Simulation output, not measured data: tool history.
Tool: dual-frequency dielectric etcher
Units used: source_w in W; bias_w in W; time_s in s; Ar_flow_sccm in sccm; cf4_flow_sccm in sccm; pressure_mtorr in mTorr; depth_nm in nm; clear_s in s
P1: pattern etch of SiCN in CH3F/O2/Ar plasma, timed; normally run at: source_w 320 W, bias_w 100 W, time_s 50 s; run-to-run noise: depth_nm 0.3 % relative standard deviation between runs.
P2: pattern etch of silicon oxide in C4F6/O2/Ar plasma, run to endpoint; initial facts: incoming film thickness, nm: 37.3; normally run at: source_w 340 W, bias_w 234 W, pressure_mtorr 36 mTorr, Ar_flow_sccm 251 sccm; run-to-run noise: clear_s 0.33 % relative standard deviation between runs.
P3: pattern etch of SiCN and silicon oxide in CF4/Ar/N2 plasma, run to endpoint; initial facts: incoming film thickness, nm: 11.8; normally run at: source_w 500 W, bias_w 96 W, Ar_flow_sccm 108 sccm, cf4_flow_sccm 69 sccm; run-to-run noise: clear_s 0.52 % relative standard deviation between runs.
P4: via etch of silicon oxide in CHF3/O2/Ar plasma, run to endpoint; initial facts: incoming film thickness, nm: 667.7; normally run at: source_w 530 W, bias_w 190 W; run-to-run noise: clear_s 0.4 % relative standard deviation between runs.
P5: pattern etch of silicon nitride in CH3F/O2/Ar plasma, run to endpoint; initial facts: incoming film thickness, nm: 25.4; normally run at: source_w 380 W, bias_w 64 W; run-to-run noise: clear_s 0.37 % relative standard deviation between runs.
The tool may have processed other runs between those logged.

| run | hour | process | source_w | bias_w | time_s | Ar_flow_sccm | cf4_flow_sccm | pressure_mtorr | hours since the last wet clean | hours since the last source power generator calibration | hours since the last bias power generator calibration | depth_nm | clear_s |
|---|---|---|---|---|---|---|---|---|---|---|---|---|---|
| 1 | 4.2 | P1 | 320 | 100 | 50 |  |  |  | 230.2 | 637.9 | 980.4 | 20.041 |  |
| 2 | 9.1 | P1 | 320 | 100 | 69.5 |  |  |  | 235.1 | 642.8 | 985.3 | 27.94 |  |
| 3 | 14.5 | P3 | 500 | 96 |  | 131 | 69 |  | 240.5 | 648.2 | 990.7 |  | 11.698 |
| 4 | 19.2 | P4 | 530 | 190 |  |  |  |  | 245.2 | 652.9 | 995.4 |  | 358.92 |
| 5 | 23.1 | P5 | 380 | 41 |  |  |  |  | 249.1 | 656.8 | 999.3 |  | 45.096 |
| 6 | 28.6 | P1 | 250 | 100 | 50 |  |  |  | 254.6 | 662.3 | 1004.8 | 18.358 |  |
| 7 | 33.5 | P3 | 500 | 96 |  | 108 | 69 |  | 259.5 | 667.2 | 1009.7 |  | 11.348 |
| 8 | 37 | P2 | 340 | 234 |  | 251 |  | 36 | 263 | 670.7 | 1013.2 |  | 11.906 |
| 9 | 41 | P1 | 380 | 100 | 50 |  |  |  | 267 | 674.7 | 1017.2 | 21.51 |  |
| 10 | 47.9 | P1 | 320 | 100 | 27.5 |  |  |  | 273.9 | 681.6 | 1024.1 | 11.082 |  |
| 11 | 52.4 | P2 | 340 | 234 |  | 157 |  | 36 | 278.4 | 686.1 | 1028.6 |  | 11.303 |
| 12 | 57 | P1 | 320 | 100 | 50 |  |  |  | 283 | 690.7 | 1033.2 | 20.087 |  |
| 13 | 61 | P1 | 320 | 100 | 50 |  |  |  | 287 | 694.7 | 1037.2 | 20.081 |  |
| 14 | 64.7 | P3 | 500 | 134 |  | 108 | 69 |  | 290.7 | 698.4 | 1040.9 |  | 9.9583 |
| 15 | 68.2 | P2 | 340 | 142 |  | 251 |  | 36 | 294.2 | 701.9 | 1044.4 |  | 13.962 |
| 16 | 72.3 | P4 | 530 | 121 |  |  |  |  | 298.3 | 706 | 1048.5 |  | 414.21 |
| 17 | 79.1 | P2 | 440 | 234 |  | 251 |  | 36 | 305.1 | 712.8 | 1055.3 |  | 10.81 |
| 18 | 83.2 | P1 | 320 | 100 | 50 |  |  |  | 309.2 | 716.9 | 1059.4 | 20.112 |  |
| 19 | 86.2 | P4 | 630 | 190 |  |  |  |  | 312.2 | 719.9 | 1062.4 |  | 332.07 |
| 20 | 90.4 | P1 | 320 | 100 | 50 |  |  |  | 316.4 | 724.1 | 1066.6 | 20.088 |  |
| 21 | 96.3 | P2 | 340 | 234 |  | 251 |  | 49.5 | 322.3 | 730 | 1072.5 |  | 12.405 |
| 22 | 101.4 | P5 | 380 | 64 |  |  |  |  | 327.4 | 735.1 | 1077.6 |  | 39.306 |
| 23 | 107.3 | P3 | 500 | 96 |  | 108 | 69 |  | 333.3 | 741 | 1083.5 |  | 11.389 |
| 24 | 111.6 | P1 | 320 | 59 | 50 |  |  |  | 337.6 | 745.3 | 1087.8 | 16.557 |  |
| 25 | 116.5 | P3 | 500 | 96 |  | 108 | 98 |  | 342.5 | 750.2 | 1092.7 |  | 10.794 |
| 26 | 121.1 | P1 | 320 | 130 | 29 |  |  |  | 347.1 | 754.8 | 1097.3 | 12.95 |  |
| 27 | 124.2 | P1 | 320 | 137 | 50 |  |  |  | 350.2 | 757.9 | 1100.4 | 22.662 |  |
| 28 | 127.4 | P5 | 520 | 64 |  |  |  |  | 353.4 | 761.1 | 1103.6 |  | 34.843 |
| 29 | 132.8 | P1 | 380 | 128 | 50 |  |  |  | 358.8 | 766.5 | 1109 | 23.442 |  |
| 30 | 136.9 | P3 | 660 | 96 |  | 108 | 69 |  | 362.9 | 770.6 | 1113.1 |  | 8.9654 |
| 31 | 141.1 | P1 | 320 | 100 | 50 |  |  |  | 367.1 | 774.8 | 1117.3 | 20.098 |  |
| 32 | 147.7 | P1 | 320 | 100 | 50 |  |  |  | 373.7 | 781.4 | 1123.9 | 19.881 |  |
| 33 | 150.8 | P1 | 320 | 100 | 50 |  |  |  | 376.8 | 784.5 | 1127 | 19.952 |  |
| 34 | 156.2 | P1 | 320 | 100 | 50 |  |  |  | 382.2 | 789.9 | 1132.4 | 19.845 |  |
| 35 | 161.6 | P1 | 320 | 100 | 50 |  |  |  | 387.6 | 795.3 | 1137.8 | 19.897 |  |
| 36 | 167.4 | P1 | 320 | 100 | 50 |  |  |  | 393.4 | 801.1 | 1143.6 | 19.837 |  |
| 37 | 172 | P1 | 320 | 100 | 50 |  |  |  | 398 | 805.7 | 1148.2 | 19.741 |  |
|  | 174.9 | wet clean of the chamber |
| 38 | 178.4 | P1 | 320 | 100 | 50 |  |  |  | 3.5 | 812.1 | 1154.6 | 19.86 |  |
| 39 | 183.8 | P1 | 320 | 100 | 50 |  |  |  | 8.9 | 817.5 | 1160 | 19.846 |  |
| 40 | 188.6 | P1 | 320 | 100 | 50 |  |  |  | 13.7 | 822.3 | 1164.8 | 19.743 |  |
| 41 | 192.1 | P1 | 320 | 100 | 50 |  |  |  | 17.2 | 825.8 | 1168.3 | 19.76 |  |
| 42 | 198.2 | P1 | 320 | 100 | 50 |  |  |  | 23.3 | 831.9 | 1174.4 | 19.696 |  |

The output of P1 has drifted from where it used to be. Each of the 2 causes below, taken at the size shown beside it, accounts for the log equally well:
A: source power that arrives under what is set, % = 4
B: bias power that arrives under what is set, % = 3.86
At approximately hour 141.1, the process output began to creep.
What rules out each remaining cause:
chamber walls in a state that lowers the etch rate, %: serviced after onset, at hour 174.9, with no recovery of the prior output

Which of the check runs below tells the causes apart, meaning the causes would give it clearly different results? Each run uses 3 wafers whose results are averaged, and each result is shown as a question mark.
| check 1 | 204.3 | P2 | 430 | 145 |  | 251 |  | 36 |  |  |  |  | ? |
| check 2 | 204.3 | P5 | 440 | 64 |  |  |  |  |  |  |  |  | ? |
| check 3 | 204.3 | P3 | 580 | 96 |  | 130 | 69 |  |  |  |  |  | ? |
| check 4 | 204.3 | P4 | 620 | 133 |  |  |  |  |  |  |  |  | ? |

What each check would give under each cause:
| check | result | if A | if B |
|---|---|---|---|
| check 1 | clear_s | 12.88 | 12.823 |
| check 2 | clear_s | 37.722 | 37.621 |
| check 3 | clear_s | 10.613 | 10.39 |
| check 4 | clear_s | 382.56 | 381.18 |
Separation of the two closest causes in each check, using whichever result separates them best: check 1 0.44 %; check 2 0.27 %; check 3 2.13 %; check 4 0.36 %
Only check 3 tells the causes apart: in the others they would give nearly the same result.

With check 3 done, the readings were: clear_s 10.628 s. Identify which of the listed causes applies.

The correct cause is A, namely: source power that arrives under what is set, %.
